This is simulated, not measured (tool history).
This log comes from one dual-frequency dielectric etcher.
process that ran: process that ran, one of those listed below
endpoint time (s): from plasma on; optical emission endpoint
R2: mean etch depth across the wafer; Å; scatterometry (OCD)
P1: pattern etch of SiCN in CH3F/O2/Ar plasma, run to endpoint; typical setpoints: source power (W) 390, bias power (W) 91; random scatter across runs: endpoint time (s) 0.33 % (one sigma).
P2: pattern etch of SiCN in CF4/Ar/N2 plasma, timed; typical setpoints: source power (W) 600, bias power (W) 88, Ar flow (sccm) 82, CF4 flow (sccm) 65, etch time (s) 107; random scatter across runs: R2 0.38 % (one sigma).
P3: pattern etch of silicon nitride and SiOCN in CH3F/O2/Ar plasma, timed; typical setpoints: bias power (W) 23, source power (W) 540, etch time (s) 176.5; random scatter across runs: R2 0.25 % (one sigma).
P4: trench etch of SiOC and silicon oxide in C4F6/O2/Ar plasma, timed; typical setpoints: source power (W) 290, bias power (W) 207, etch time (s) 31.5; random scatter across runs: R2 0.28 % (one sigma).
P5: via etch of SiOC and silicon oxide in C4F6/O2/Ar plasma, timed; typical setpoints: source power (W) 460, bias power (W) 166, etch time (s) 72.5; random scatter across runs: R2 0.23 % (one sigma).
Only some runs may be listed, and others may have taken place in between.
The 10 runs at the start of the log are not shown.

{"run": 11, "hour": 52.5, "process that ran": "P1", "source power (W)": 390, "bias power (W)": 91, "endpoint time (s)": 23.441}
{"run": 12, "hour": 56.7, "process that ran": "P3", "source power (W)": 540, "bias power (W)": 15, "etch time (s)": 176.5, "R2": 219.52}
{"run": 13, "hour": 60.4, "process that ran": "P1", "source power (W)": 390, "bias power (W)": 91, "endpoint time (s)": 23.315}
{"run": 14, "hour": 66.1, "process that ran": "P2", "source power (W)": 600, "bias power (W)": 88, "Ar flow (sccm)": 82, "CF4 flow (sccm)": 89, "etch time (s)": 107, "R2": 1351.3}
{"hour": 67.8, "done": "bias power generator calibrated"}
{"run": 15, "hour": 69.3, "process that ran": "P2", "source power (W)": 710, "bias power (W)": 88, "Ar flow (sccm)": 82, "CF4 flow (sccm)": 65, "etch time (s)": 107, "R2": 1501.5}
{"run": 16, "hour": 72.9, "process that ran": "P2", "source power (W)": 600, "bias power (W)": 88, "Ar flow (sccm)": 82, "CF4 flow (sccm)": 65, "etch time (s)": 107, "R2": 1297.1}
{"run": 17, "hour": 78.8, "process that ran": "P2", "source power (W)": 600, "bias power (W)": 88, "Ar flow (sccm)": 106, "CF4 flow (sccm)": 65, "etch time (s)": 107, "R2": 1243.6}
{"run": 18, "hour": 81.6, "process that ran": "P5", "source power (W)": 570, "bias power (W)": 166, "etch time (s)": 72.5, "R2": 924.61}
{"run": 19, "hour": 84.5, "process that ran": "P4", "source power (W)": 290, "bias power (W)": 207, "etch time (s)": 31.5, "R2": 588.63}
{"run": 20, "hour": 88.4, "process that ran": "P3", "source power (W)": 770, "bias power (W)": 23, "etch time (s)": 176.5, "R2": 296.22}
{"run": 21, "hour": 93.7, "process that ran": "P5", "source power (W)": 460, "bias power (W)": 166, "etch time (s)": 50.5, "R2": 591.62}
{"hour": 95.0, "done": "wet clean of the chamber"}
{"run": 22, "hour": 97.2, "process that ran": "P1", "source power (W)": 390, "bias power (W)": 91, "endpoint time (s)": 23.511}
{"run": 23, "hour": 102.2, "process that ran": "P3", "source power (W)": 540, "bias power (W)": 23, "etch time (s)": 115.5, "R2": 171.17}
{"run": 24, "hour": 107.7, "process that ran": "P1", "source power (W)": 390, "bias power (W)": 69, "endpoint time (s)": 25.921}
{"run": 25, "hour": 113.6, "process that ran": "P5", "source power (W)": 460, "bias power (W)": 166, "etch time (s)": 72.5, "R2": 845.86}
{"run": 26, "hour": 117.1, "process that ran": "P1", "source power (W)": 390, "bias power (W)": 91, "endpoint time (s)": 23.346}
{"run": 27, "hour": 120.6, "process that ran": "P1", "source power (W)": 300, "bias power (W)": 91, "endpoint time (s)": 25.968}
{"run": 28, "hour": 126.6, "process that ran": "P1", "source power (W)": 390, "bias power (W)": 112, "endpoint time (s)": 21.697}
{"run": 29, "hour": 129.4, "process that ran": "P2", "source power (W)": 600, "bias power (W)": 88, "Ar flow (sccm)": 82, "CF4 flow (sccm)": 65, "etch time (s)": 146, "R2": 1764.9}
{"run": 30, "hour": 132.5, "process that ran": "P4", "source power (W)": 290, "bias power (W)": 207, "etch time (s)": 45.5, "R2": 849.83}
{"run": 31, "hour": 136.9, "process that ran": "P1", "source power (W)": 390, "bias power (W)": 91, "endpoint time (s)": 23.39}
{"run": 32, "hour": 141.6, "process that ran": "P1", "source power (W)": 390, "bias power (W)": 91, "endpoint time (s)": 23.551}
{"run": 33, "hour": 144.7, "process that ran": "P1", "source power (W)": 390, "bias power (W)": 91, "endpoint time (s)": 23.736}
{"run": 34, "hour": 148.7, "process that ran": "P1", "source power (W)": 390, "bias power (W)": 91, "endpoint time (s)": 23.754}

For run 35, what comes out?
{"run": 35, "hour": 154.7, "process that ran": "P1", "source power (W)": 390, "bias power (W)": 91, "endpoint time (s)": "?"}

Run 35 came out at endpoint time (s) 23.805.

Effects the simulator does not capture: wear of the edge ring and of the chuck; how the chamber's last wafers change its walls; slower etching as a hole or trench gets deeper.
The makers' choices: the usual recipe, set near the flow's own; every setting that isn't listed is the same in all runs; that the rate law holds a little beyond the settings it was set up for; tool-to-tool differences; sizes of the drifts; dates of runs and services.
